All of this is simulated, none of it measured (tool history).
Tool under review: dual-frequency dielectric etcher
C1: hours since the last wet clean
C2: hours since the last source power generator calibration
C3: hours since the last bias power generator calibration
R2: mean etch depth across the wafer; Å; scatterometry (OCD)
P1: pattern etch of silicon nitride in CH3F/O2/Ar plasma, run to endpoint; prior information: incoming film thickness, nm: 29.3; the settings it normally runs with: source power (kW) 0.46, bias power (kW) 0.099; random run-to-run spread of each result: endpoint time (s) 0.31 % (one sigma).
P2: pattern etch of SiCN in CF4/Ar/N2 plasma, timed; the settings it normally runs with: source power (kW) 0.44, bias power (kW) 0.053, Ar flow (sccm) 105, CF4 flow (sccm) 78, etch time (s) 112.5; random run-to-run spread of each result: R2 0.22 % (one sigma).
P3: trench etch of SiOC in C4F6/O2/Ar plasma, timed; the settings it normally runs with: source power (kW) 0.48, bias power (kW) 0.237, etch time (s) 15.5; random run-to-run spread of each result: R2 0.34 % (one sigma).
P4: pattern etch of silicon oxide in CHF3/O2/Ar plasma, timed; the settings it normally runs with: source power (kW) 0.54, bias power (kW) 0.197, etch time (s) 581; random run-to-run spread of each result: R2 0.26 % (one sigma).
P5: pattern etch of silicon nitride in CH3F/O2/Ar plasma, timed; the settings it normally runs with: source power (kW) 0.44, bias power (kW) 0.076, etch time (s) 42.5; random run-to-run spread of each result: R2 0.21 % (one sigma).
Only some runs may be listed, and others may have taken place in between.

{"run": 1, "hour": 7.5, "process that ran": "P1", "source power (kW)": 0.46, "bias power (kW)": 0.099, "C1": 184.2, "C2": 579.6, "C3": 404, "endpoint time (s)": 36.749}
{"run": 2, "hour": 14.4, "process that ran": "P2", "source power (kW)": 0.44, "bias power (kW)": 0.053, "Ar flow (sccm)": 105, "CF4 flow (sccm)": 78, "etch time (s)": 62, "C1": 191.1, "C2": 586.5, "C3": 410.9, "R2": 472.91}
{"run": 3, "hour": 18.9, "process that ran": "P4", "source power (kW)": 0.54, "bias power (kW)": 0.27, "etch time (s)": 581, "C1": 195.6, "C2": 591, "C3": 415.4, "R2": 12325}
{"run": 4, "hour": 23.2, "process that ran": "P4", "source power (kW)": 0.54, "bias power (kW)": 0.197, "etch time (s)": 369.5, "C1": 199.9, "C2": 595.3, "C3": 419.7, "R2": 7014}
{"run": 5, "hour": 30.4, "process that ran": "P4", "source power (kW)": 0.54, "bias power (kW)": 0.197, "etch time (s)": 581, "C1": 207.1, "C2": 602.5, "C3": 426.9, "R2": 11007}
{"run": 6, "hour": 37.1, "process that ran": "P1", "source power (kW)": 0.58, "bias power (kW)": 0.068, "C1": 213.8, "C2": 609.2, "C3": 433.6, "endpoint time (s)": 38.269}
{"run": 7, "hour": 42.7, "process that ran": "P1", "source power (kW)": 0.46, "bias power (kW)": 0.135, "C1": 219.4, "C2": 614.8, "C3": 439.2, "endpoint time (s)": 32.789}
{"run": 8, "hour": 50.2, "process that ran": "P5", "source power (kW)": 0.44, "bias power (kW)": 0.047, "etch time (s)": 42.5, "C1": 226.9, "C2": 622.3, "C3": 446.7, "R2": 269.25}
{"run": 9, "hour": 55.3, "process that ran": "P1", "source power (kW)": 0.28, "bias power (kW)": 0.099, "C1": 232, "C2": 627.4, "C3": 451.8, "endpoint time (s)": 44.212}
{"run": 10, "hour": 60.4, "process that ran": "P2", "source power (kW)": 0.34, "bias power (kW)": 0.053, "Ar flow (sccm)": 105, "CF4 flow (sccm)": 78, "etch time (s)": 112.5, "C1": 237.1, "C2": 632.5, "C3": 456.9, "R2": 685.19}
{"run": 11, "hour": 68.1, "process that ran": "P4", "source power (kW)": 0.33, "bias power (kW)": 0.197, "etch time (s)": 581, "C1": 244.8, "C2": 640.2, "C3": 464.6, "R2": 9166.6}
{"run": 12, "hour": 71.7, "process that ran": "P5", "source power (kW)": 0.27, "bias power (kW)": 0.076, "etch time (s)": 42.5, "C1": 248.4, "C2": 643.8, "C3": 468.2, "R2": 261.43}
{"run": 13, "hour": 75.6, "process that ran": "P2", "source power (kW)": 0.44, "bias power (kW)": 0.053, "Ar flow (sccm)": 105, "CF4 flow (sccm)": 78, "etch time (s)": 112.5, "C1": 252.3, "C2": 647.7, "C3": 472.1, "R2": 860.12}
{"run": 14, "hour": 79.7, "process that ran": "P1", "source power (kW)": 0.46, "bias power (kW)": 0.099, "C1": 256.4, "C2": 651.8, "C3": 476.2, "endpoint time (s)": 36.65}
{"hour": 81.4, "done": "wet clean of the chamber"}
{"run": 15, "hour": 83.9, "process that ran": "P5", "source power (kW)": 0.44, "bias power (kW)": 0.076, "etch time (s)": 60, "C1": 2.5, "C2": 656, "C3": 480.4, "R2": 443.27}
{"run": 16, "hour": 91.2, "process that ran": "P2", "source power (kW)": 0.44, "bias power (kW)": 0.04, "Ar flow (sccm)": 105, "CF4 flow (sccm)": 78, "etch time (s)": 112.5, "C1": 9.8, "C2": 663.3, "C3": 487.7, "R2": 786.43}
{"run": 17, "hour": 95.4, "process that ran": "P3", "source power (kW)": 0.48, "bias power (kW)": 0.237, "etch time (s)": 15.5, "C1": 14, "C2": 667.5, "C3": 491.9, "R2": 392.2}
{"run": 18, "hour": 99.2, "process that ran": "P5", "source power (kW)": 0.44, "bias power (kW)": 0.076, "etch time (s)": 42.5, "C1": 17.8, "C2": 671.3, "C3": 495.7, "R2": 314.36}
{"run": 19, "hour": 103.4, "process that ran": "P1", "source power (kW)": 0.59, "bias power (kW)": 0.099, "C1": 22, "C2": 675.5, "C3": 499.9, "endpoint time (s)": 33.476}
{"run": 20, "hour": 107.9, "process that ran": "P3", "source power (kW)": 0.48, "bias power (kW)": 0.184, "etch time (s)": 15.5, "C1": 26.5, "C2": 680, "C3": 504.4, "R2": 360.69}
{"run": 21, "hour": 114.2, "process that ran": "P1", "source power (kW)": 0.46, "bias power (kW)": 0.099, "C1": 32.8, "C2": 686.3, "C3": 510.7, "endpoint time (s)": 36.886}
{"run": 22, "hour": 120.3, "process that ran": "P3", "source power (kW)": 0.36, "bias power (kW)": 0.237, "etch time (s)": 15.5, "C1": 38.9, "C2": 692.4, "C3": 516.8, "R2": 352.66}
{"run": 23, "hour": 124.8, "process that ran": "P1", "source power (kW)": 0.46, "bias power (kW)": 0.099, "C1": 43.4, "C2": 696.9, "C3": 521.3, "endpoint time (s)": 36.655}
{"run": 24, "hour": 129.9, "process that ran": "P3", "source power (kW)": 0.48, "bias power (kW)": 0.237, "etch time (s)": 15.5, "C1": 48.5, "C2": 702, "C3": 526.4, "R2": 392.35}
{"run": 25, "hour": 137.5, "process that ran": "P1", "source power (kW)": 0.46, "bias power (kW)": 0.099, "C1": 56.1, "C2": 709.6, "C3": 534, "endpoint time (s)": 36.705}
{"run": 26, "hour": 142.3, "process that ran": "P2", "source power (kW)": 0.44, "bias power (kW)": 0.053, "Ar flow (sccm)": 105, "CF4 flow (sccm)": 95, "etch time (s)": 112.5, "C1": 60.9, "C2": 714.4, "C3": 538.8, "R2": 893.77}
{"run": 27, "hour": 146.2, "process that ran": "P4", "source power (kW)": 0.54, "bias power (kW)": 0.197, "etch time (s)": 581, "C1": 64.8, "C2": 718.3, "C3": 542.7, "R2": 10967}
{"run": 28, "hour": 150.9, "process that ran": "P1", "source power (kW)": 0.46, "bias power (kW)": 0.072, "C1": 69.5, "C2": 723, "C3": 547.4, "endpoint time (s)": 41.214}
{"run": 29, "hour": 156.6, "process that ran": "P2", "source power (kW)": 0.44, "bias power (kW)": 0.053, "Ar flow (sccm)": 145, "CF4 flow (sccm)": 78, "etch time (s)": 112.5, "C1": 75.2, "C2": 728.7, "C3": 553.1, "R2": 814.03}

Run 30 comes next. What will it give?
{"run": 30, "hour": 163.0, "process that ran": "P2", "source power (kW)": 0.44, "bias power (kW)": 0.053, "Ar flow (sccm)": 105, "CF4 flow (sccm)": 78, "etch time (s)": 112.5, "C1": 81.6, "C2": 735.1, "C3": 559.5, "R2": "?"}

{"run 30": {"R2": 859.74}}
